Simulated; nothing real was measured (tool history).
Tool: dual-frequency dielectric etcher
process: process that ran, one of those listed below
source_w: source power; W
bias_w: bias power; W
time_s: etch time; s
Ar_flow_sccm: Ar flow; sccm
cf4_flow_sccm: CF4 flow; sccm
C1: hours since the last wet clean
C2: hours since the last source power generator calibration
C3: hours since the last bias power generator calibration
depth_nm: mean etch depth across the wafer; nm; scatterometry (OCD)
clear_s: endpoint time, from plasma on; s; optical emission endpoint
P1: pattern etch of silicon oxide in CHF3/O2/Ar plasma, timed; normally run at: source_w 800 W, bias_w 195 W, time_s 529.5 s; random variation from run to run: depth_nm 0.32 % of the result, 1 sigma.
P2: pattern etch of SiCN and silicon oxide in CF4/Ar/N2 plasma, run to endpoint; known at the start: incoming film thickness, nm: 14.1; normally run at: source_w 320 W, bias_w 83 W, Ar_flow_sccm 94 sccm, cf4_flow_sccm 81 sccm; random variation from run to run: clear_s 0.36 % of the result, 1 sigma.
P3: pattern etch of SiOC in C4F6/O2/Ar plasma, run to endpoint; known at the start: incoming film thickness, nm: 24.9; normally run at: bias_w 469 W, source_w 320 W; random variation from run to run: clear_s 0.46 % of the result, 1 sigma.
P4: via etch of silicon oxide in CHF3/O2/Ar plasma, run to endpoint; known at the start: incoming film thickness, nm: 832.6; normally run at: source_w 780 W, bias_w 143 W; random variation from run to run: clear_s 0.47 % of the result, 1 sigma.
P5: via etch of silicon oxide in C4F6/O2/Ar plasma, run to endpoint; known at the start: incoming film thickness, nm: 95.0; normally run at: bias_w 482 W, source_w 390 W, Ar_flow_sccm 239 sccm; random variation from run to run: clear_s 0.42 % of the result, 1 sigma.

run 1 day=0.542 | process=P1 source_w=800 bias_w=195 time_s=529.5 | C1=140.6 C2=1538.8 C3=946.2 | depth_nm=1201.60
run 2 day=1.042 | process=P3 source_w=320 bias_w=469 | C1=152.6 C2=1550.8 C3=958.2 | clear_s=9.2022
run 3 day=1.629 | process=P4 source_w=780 bias_w=96 | C1=166.7 C2=1564.9 C3=972.3 | clear_s=469.8300
run 4 day=1.908 | process=P2 source_w=320 bias_w=54 Ar_flow_sccm=94 cf4_flow_sccm=81 | C1=173.4 C2=1571.6 C3=979.0 | clear_s=24.2250
run 5 day=2.442 | process=P1 source_w=800 bias_w=195 time_s=529.5 | C1=186.2 C2=1584.4 C3=991.8 | depth_nm=1202.10
run 6 day=2.717 | process=P1 source_w=800 bias_w=195 time_s=529.5 | C1=192.8 C2=1591.0 C3=998.4 | depth_nm=1211.10
run 7 day=3.212 | process=P1 source_w=800 bias_w=126 time_s=529.5 | C1=204.7 C2=1602.9 C3=1010.3 | depth_nm=1043.60
run 8 day=3.825 | process=P1 source_w=630 bias_w=160 time_s=529.5 | C1=219.4 C2=1617.6 C3=1025.0 | depth_nm=1027.10
run 9 day=4.425 | process=P1 source_w=800 bias_w=195 time_s=291.0 | C1=233.8 C2=1632.0 C3=1039.4 | depth_nm=660.41
run 10 day=4.817 | process=P5 source_w=390 bias_w=482 Ar_flow_sccm=322 | C1=243.2 C2=1641.4 C3=1048.8 | clear_s=21.5820
run 11 day=5.333 | process=P5 source_w=390 bias_w=482 Ar_flow_sccm=239 | C1=255.6 C2=1653.8 C3=1061.2 | clear_s=20.9210
run 12 day=5.717 | process=P3 source_w=430 bias_w=469 | C1=264.8 C2=1663.0 C3=1070.4 | clear_s=8.1850
run 13 day=6.296 | process=P5 source_w=240 bias_w=482 Ar_flow_sccm=239 | C1=278.7 C2=1676.9 C3=1084.3 | clear_s=24.8560
run 14 day=6.592 | process=P1 source_w=800 bias_w=195 time_s=529.5 | C1=285.8 C2=1684.0 C3=1091.4 | depth_nm=1198.20
run 15 day=7.012 | process=P1 source_w=600 bias_w=195 time_s=529.5 | C1=295.9 C2=1694.1 C3=1101.5 | depth_nm=1084.80
run 16 day=7.438 | process=P1 source_w=800 bias_w=195 time_s=729.5 | C1=306.1 C2=1704.3 C3=1111.7 | depth_nm=1655.70
run 17 day=7.933 | process=P1 source_w=560 bias_w=128 time_s=529.5 | C1=318.0 C2=1716.2 C3=1123.6 | depth_nm=912.96
run 18 day=8.321 | process=P4 source_w=530 bias_w=143 | C1=327.3 C2=1725.5 C3=1132.9 | clear_s=484.0100
run 19 day=8.725 | process=P5 source_w=390 bias_w=638 Ar_flow_sccm=239 | C1=337.0 C2=1735.2 C3=1142.6 | clear_s=18.7480
run 20 day=9.046 | process=P1 source_w=1090 bias_w=195 time_s=529.5 | C1=344.7 C2=1742.9 C3=1150.3 | depth_nm=1355.00
run 21 day=9.392 | process=P1 source_w=800 bias_w=195 time_s=529.5 | C1=353.0 C2=1751.2 C3=1158.6 | depth_nm=1205.80
run 22 day=9.667 | process=P1 source_w=800 bias_w=263 time_s=529.5 | C1=359.6 C2=1757.8 C3=1165.2 | depth_nm=1338.80
run 23 day=10.025 | process=P4 source_w=780 bias_w=143 | C1=368.2 C2=1766.4 C3=1173.8 | clear_s=415.6400
run 24 day=10.525 | process=P2 source_w=390 bias_w=83 Ar_flow_sccm=94 cf4_flow_sccm=81 | C1=380.2 C2=1778.4 C3=1185.8 | clear_s=17.6090
run 25 day=10.892 | process=P2 source_w=320 bias_w=83 Ar_flow_sccm=113 cf4_flow_sccm=81 | C1=389.0 C2=1787.2 C3=1194.6 | clear_s=21.4660
run 26 day=11.450 | process=P1 source_w=800 bias_w=195 time_s=529.5 | C1=402.4 C2=1800.6 C3=1208.0 | depth_nm=1198.70
run 27 day=11.817 | process=P3 source_w=320 bias_w=469 | C1=411.2 C2=1809.4 C3=1216.8 | clear_s=9.2298
run 28 day=12.333 | process=P1 source_w=800 bias_w=161 time_s=385.0 | C1=423.6 C2=1821.8 C3=1229.2 | depth_nm=821.94
-- day=12.550 wet clean of the chamber
run 29 day=12.717 | process=P2 source_w=320 bias_w=83 Ar_flow_sccm=94 cf4_flow_sccm=81 | C1=4.1 C2=1831.0 C3=1238.4 | clear_s=20.9250
run 30 day=13.192 | process=P2 source_w=320 bias_w=83 Ar_flow_sccm=94 cf4_flow_sccm=81 | C1=15.5 C2=1842.4 C3=1249.8 | clear_s=20.9460
run 31 day=13.792 | process=P3 source_w=320 bias_w=333 | C1=29.9 C2=1856.8 C3=1264.2 | clear_s=10.5030
run 32 day=14.275 | process=P2 source_w=320 bias_w=83 Ar_flow_sccm=94 cf4_flow_sccm=64 | C1=41.5 C2=1868.4 C3=1275.8 | clear_s=21.5880
run 33 day=14.892 | process=P1 source_w=800 bias_w=195 time_s=529.5 | C1=56.3 C2=1883.2 C3=1290.6 | depth_nm=1205.90
run 34 day=15.458 | process=P1 source_w=800 bias_w=195 time_s=529.5 | C1=69.9 C2=1896.8 C3=1304.2 | depth_nm=1211.00
run 35 day=16.054 | process=P1 source_w=800 bias_w=195 time_s=529.5 | C1=84.2 C2=1911.1 C3=1318.5 | depth_nm=1210.10
run 36 day=16.658 | process=P1 source_w=800 bias_w=195 time_s=529.5 | C1=98.7 C2=1925.6 C3=1333.0 | depth_nm=1208.60
run 37 day=16.967 | process=P1 source_w=800 bias_w=195 time_s=529.5 | C1=106.1 C2=1933.0 C3=1340.4 | depth_nm=1220.60
-- day=17.108 wet clean of the chamber
run 38 day=17.588 | process=P1 source_w=800 bias_w=195 time_s=529.5 | C1=11.5 C2=1947.9 C3=1355.3 | depth_nm=1223.60
run 39 day=17.917 | process=P1 source_w=800 bias_w=195 time_s=529.5 | C1=19.4 C2=1955.8 C3=1363.2 | depth_nm=1224.60
run 40 day=18.512 | process=P1 source_w=800 bias_w=195 time_s=529.5 | C1=33.7 C2=1970.1 C3=1377.5 | depth_nm=1220.30
run 41 day=19.017 | process=P1 source_w=800 bias_w=195 time_s=529.5 | C1=45.8 C2=1982.2 C3=1389.6 | depth_nm=1219.50

What P1 gives has crept away from where it was. These 2 causes fit the log equally well, each at the size given:
A: bias power that arrives over what is set, % = 4.87
B: source power that arrives over what is set, % = 4.27
The creep began at about day 14.892.
Why every other cause is out:
chamber walls in a state that raises the etch rate, %: serviced at day 17.108, which brought nothing back

4 check runs are offered, each on 2 wafers whose results are averaged, their results left as question marks. Which one tells the causes apart?
run check 1 day=19.521 | process=P2 source_w=320 bias_w=83 Ar_flow_sccm=94 cf4_flow_sccm=81 | clear_s=?
run check 2 day=19.521 | process=P4 source_w=780 bias_w=143 | clear_s=?
run check 3 day=19.521 | process=P3 source_w=320 bias_w=469 | clear_s=?
run check 4 day=19.521 | process=P5 source_w=390 bias_w=482 Ar_flow_sccm=239 | clear_s=?

What each check would give under each cause:
check=check_1 result=clear_s if_A=20.6140 if_B=20.2000
check=check_2 result=clear_s if_A=411.8600 if_B=411.3100
check=check_3 result=clear_s if_A=9.0698 if_B=9.0918
check=check_4 result=clear_s if_A=20.4100 if_B=20.4580
How far apart the two closest causes lie, in the result that separates them most: check 1 2.03 %; check 2 0.13 %; check 3 0.24 %; check 4 0.23 %
Check 1 tells the causes apart: in the others they would give nearly the same result.

Check 1 was then run and gave: clear_s 20.1470 s. Which cause is it?

It is B: source power that arrives over what is set, %.

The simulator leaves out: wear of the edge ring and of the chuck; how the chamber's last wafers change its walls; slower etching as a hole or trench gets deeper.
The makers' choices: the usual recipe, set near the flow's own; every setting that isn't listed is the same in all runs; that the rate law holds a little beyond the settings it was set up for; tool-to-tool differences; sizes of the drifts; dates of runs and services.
